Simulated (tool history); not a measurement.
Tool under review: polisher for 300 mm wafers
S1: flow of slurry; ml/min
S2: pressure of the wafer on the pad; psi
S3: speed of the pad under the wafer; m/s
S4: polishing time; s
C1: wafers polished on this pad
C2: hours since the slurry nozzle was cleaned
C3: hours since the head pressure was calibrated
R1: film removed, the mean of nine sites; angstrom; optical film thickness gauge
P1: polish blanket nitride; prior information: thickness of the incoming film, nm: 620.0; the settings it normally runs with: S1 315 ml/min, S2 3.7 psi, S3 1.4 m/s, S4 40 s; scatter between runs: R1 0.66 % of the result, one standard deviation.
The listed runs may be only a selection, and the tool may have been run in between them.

{"run": 1, "day": 0.167, "S1": 315, "S2": 3.7, "S3": 1.4, "S4": 40, "C1": 336, "C2": 116.7, "C3": 493, "R1": 1068.7}
{"run": 2, "day": 0.312, "S1": 315, "S2": 3.7, "S3": 1.4, "S4": 62, "C1": 363, "C2": 120.2, "C3": 496.5, "R1": 1664.7}
{"run": 3, "day": 0.55, "S1": 315, "S2": 3.7, "S3": 1.4, "S4": 40, "C1": 407, "C2": 125.9, "C3": 502.2, "R1": 1082.8}
{"run": 4, "day": 0.783, "S1": 315, "S2": 3.7, "S3": 2.14, "S4": 40, "C1": 450, "C2": 131.5, "C3": 507.8, "R1": 1504.8}
{"run": 5, "day": 1.029, "S1": 315, "S2": 1.7, "S3": 1.4, "S4": 40, "C1": 495, "C2": 137.4, "C3": 513.7, "R1": 492.94}
{"run": 6, "day": 1.175, "S1": 315, "S2": 3.7, "S3": 1.4, "S4": 19, "C1": 522, "C2": 140.9, "C3": 517.2, "R1": 506.8}
{"run": 7, "day": 1.408, "S1": 315, "S2": 5.6, "S3": 1.4, "S4": 40, "C1": 566, "C2": 146.5, "C3": 522.8, "R1": 1650.3}
{"run": 8, "day": 1.617, "S1": 315, "S2": 3.7, "S3": 0.98, "S4": 40, "C1": 604, "C2": 151.5, "C3": 527.8, "R1": 818.95}
{"run": 9, "day": 1.842, "S1": 315, "S2": 3.7, "S3": 1.4, "S4": 40, "C1": 646, "C2": 156.9, "C3": 533.2, "R1": 1067.9}
{"run": 10, "day": 2.021, "S1": 315, "S2": 3.7, "S3": 1.4, "S4": 40, "C1": 679, "C2": 161.2, "C3": 537.5, "R1": 1079.3}
{"run": 11, "day": 2.258, "S1": 440, "S2": 3.7, "S3": 1.4, "S4": 40, "C1": 723, "C2": 166.9, "C3": 543.2, "R1": 1109.6}
{"day": 2.358, "done": "slurry nozzle cleaned"}
{"run": 12, "day": 2.492, "S1": 315, "S2": 3.7, "S3": 1.4, "S4": 40, "C1": 766, "C2": 3.2, "C3": 548.8, "R1": 1063.7}
{"run": 13, "day": 2.712, "S1": 190, "S2": 3.7, "S3": 1.4, "S4": 40, "C1": 807, "C2": 8.5, "C3": 554.1, "R1": 1020.9}
{"run": 14, "day": 2.917, "S1": 315, "S2": 3.7, "S3": 1.4, "S4": 40, "C1": 845, "C2": 13.4, "C3": 559, "R1": 1080.6}
{"run": 15, "day": 3.142, "S1": 475, "S2": 3.7, "S3": 1.4, "S4": 51, "C1": 887, "C2": 18.8, "C3": 564.4, "R1": 1427.2}
{"run": 16, "day": 3.338, "S1": 485, "S2": 3.7, "S3": 0.68, "S4": 40, "C1": 923, "C2": 23.5, "C3": 569.1, "R1": 623.88}
{"run": 17, "day": 3.496, "S1": 315, "S2": 3.7, "S3": 1.4, "S4": 40, "C1": 952, "C2": 27.3, "C3": 572.9, "R1": 1074.7}
{"run": 18, "day": 3.679, "S1": 315, "S2": 3.7, "S3": 1.4, "S4": 40, "C1": 986, "C2": 31.7, "C3": 577.3, "R1": 1058.8}
{"run": 19, "day": 3.929, "S1": 315, "S2": 3.7, "S3": 1.4, "S4": 40, "C1": 1033, "C2": 37.7, "C3": 583.3, "R1": 1061.4}
{"run": 20, "day": 4.179, "S1": 315, "S2": 3.7, "S3": 1.4, "S4": 40, "C1": 1079, "C2": 43.7, "C3": 589.3, "R1": 1053.7}
{"run": 21, "day": 4.362, "S1": 315, "S2": 3.7, "S3": 1.4, "S4": 40, "C1": 1113, "C2": 48.1, "C3": 593.7, "R1": 1060.3}
{"day": 4.508, "done": "worn pad replaced by a new one"}
{"run": 22, "day": 4.55, "S1": 315, "S2": 3.7, "S3": 1.4, "S4": 40, "C1": 7, "C2": 52.6, "C3": 598.2, "R1": 1034.7}
{"run": 23, "day": 4.792, "S1": 315, "S2": 3.7, "S3": 1.4, "S4": 40, "C1": 52, "C2": 58.4, "C3": 604, "R1": 1033}
{"run": 24, "day": 5.029, "S1": 315, "S2": 3.7, "S3": 1.4, "S4": 40, "C1": 96, "C2": 64.1, "C3": 609.7, "R1": 1036.5}

The output of P1 has drifted from where it used to be. Each of the 2 causes below, taken at the size shown beside it, accounts for the log equally well:
A: head's pressure below its setpoint, % = 3.81
B: slurry flow missing at the pad, % = 31.5
The creep began at about day 3.496.
Each remaining cause and why it is not a fit:
removal rate lost through wear of the pad, %: serviced at day 4.508, after the change had begun; the process did not return to its earlier output

Below are 4 check runs, each averaged over 5 wafers, with their results shown as question marks. Which of them would give clearly different results depending on which cause is behind the drift?
{"run": "check 1", "day": 5.267, "S1": 315, "S2": 3.7, "S3": 1.96, "S4": 40, "R1": "?"}
{"run": "check 2", "day": 5.267, "S1": 190, "S2": 4.8, "S3": 1.4, "S4": 40, "R1": "?"}
{"run": "check 3", "day": 5.267, "S1": 315, "S2": 1.8, "S3": 1.4, "S4": 40, "R1": "?"}
{"run": "check 4", "day": 5.267, "S1": 315, "S2": 1.7, "S3": 1.4, "S4": 40, "R1": "?"}

Outcome of each check run for each possible cause:
check=check_1 result=R1 if_A=1356.6 if_B=1356.5
check=check_2 result=R1 if_A=1272.1 if_B=1242.3
check=check_3 result=R1 if_A=504.21 if_B=504.2
check=check_4 result=R1 if_A=476.2 if_B=476.19
Distance between the nearest two causes, measured in the result of the check that separates them most: check 1 0 %; check 2 2.37 %; check 3 0 %; check 4 0 %
Only in check 2 would the causes give clearly different results; in the remaining checks their results would be nearly the same.

After running check 2, the following was obtained: R1 1272.7 angstrom. Which cause does this point to?

Of the candidate causes, it is A: head's pressure below its setpoint, %.

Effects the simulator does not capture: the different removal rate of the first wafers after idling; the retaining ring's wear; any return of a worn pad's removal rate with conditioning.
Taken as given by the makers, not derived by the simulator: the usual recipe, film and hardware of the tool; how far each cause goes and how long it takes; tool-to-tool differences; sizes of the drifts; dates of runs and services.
